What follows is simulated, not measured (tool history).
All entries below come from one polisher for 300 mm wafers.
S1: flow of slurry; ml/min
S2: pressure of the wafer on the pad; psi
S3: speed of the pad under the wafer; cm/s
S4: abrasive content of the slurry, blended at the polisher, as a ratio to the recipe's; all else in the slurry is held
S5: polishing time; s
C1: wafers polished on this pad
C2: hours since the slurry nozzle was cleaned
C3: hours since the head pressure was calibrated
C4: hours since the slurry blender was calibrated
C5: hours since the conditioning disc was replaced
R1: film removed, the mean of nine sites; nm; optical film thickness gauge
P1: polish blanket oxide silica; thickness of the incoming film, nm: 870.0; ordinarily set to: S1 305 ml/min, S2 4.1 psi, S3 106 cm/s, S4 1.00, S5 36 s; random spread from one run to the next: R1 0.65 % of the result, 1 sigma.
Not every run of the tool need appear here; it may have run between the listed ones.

run	day	S1	S2	S3	S4	S5	C1	C2	C3	C4	C5	R1
1	0.350	305	4.1	106	1.00	36	603	201.0	231.9	327.1	49.6	97.223
2	0.817	305	4.1	106	1.00	36	713	212.2	243.1	338.3	60.8	96.950
3	1.183	380	4.1	106	1.00	17	799	221.0	251.9	347.1	69.6	45.805
4	1.704	305	4.1	144	1.30	36	921	233.5	264.4	359.6	82.1	137.650
5	2.325	305	4.1	106	1.00	36	1067	248.4	279.3	374.5	97.0	96.709
6	2.958	305	5.5	106	1.00	36	1216	263.6	294.5	389.7	112.2	129.930
7	3.525	305	4.1	106	1.00	36	1350	277.2	308.1	403.3	125.8	97.314
8	4.229	305	4.1	106	1.00	36	1515	294.1	325.0	420.2	142.7	96.610
9	4.796	440	4.1	106	1.00	36	1648	307.7	338.6	433.8	156.3	98.354
10	5.338	305	4.1	106	1.00	20	1776	320.7	351.6	446.8	169.3	53.438
11	5.729	305	2.5	106	1.00	36	1868	330.1	361.0	456.2	178.7	58.651
12	6.333	305	4.1	156	1.00	36	2010	344.6	375.5	470.7	193.2	132.660
13	6.925	185	4.1	106	1.00	36	2149	358.8	389.7	484.9	207.4	92.807
14	7.338	305	4.1	160	1.00	18	2246	368.7	399.6	494.8	217.3	67.926
15	7.854	305	4.1	106	0.55	36	2368	381.1	412.0	507.2	229.7	69.572

The next listed run, before its measurement:
16	8.221	305	4.1	106	1.00	52	2454	389.9	420.8	516.0	238.5	?

R1: 139.390 nm
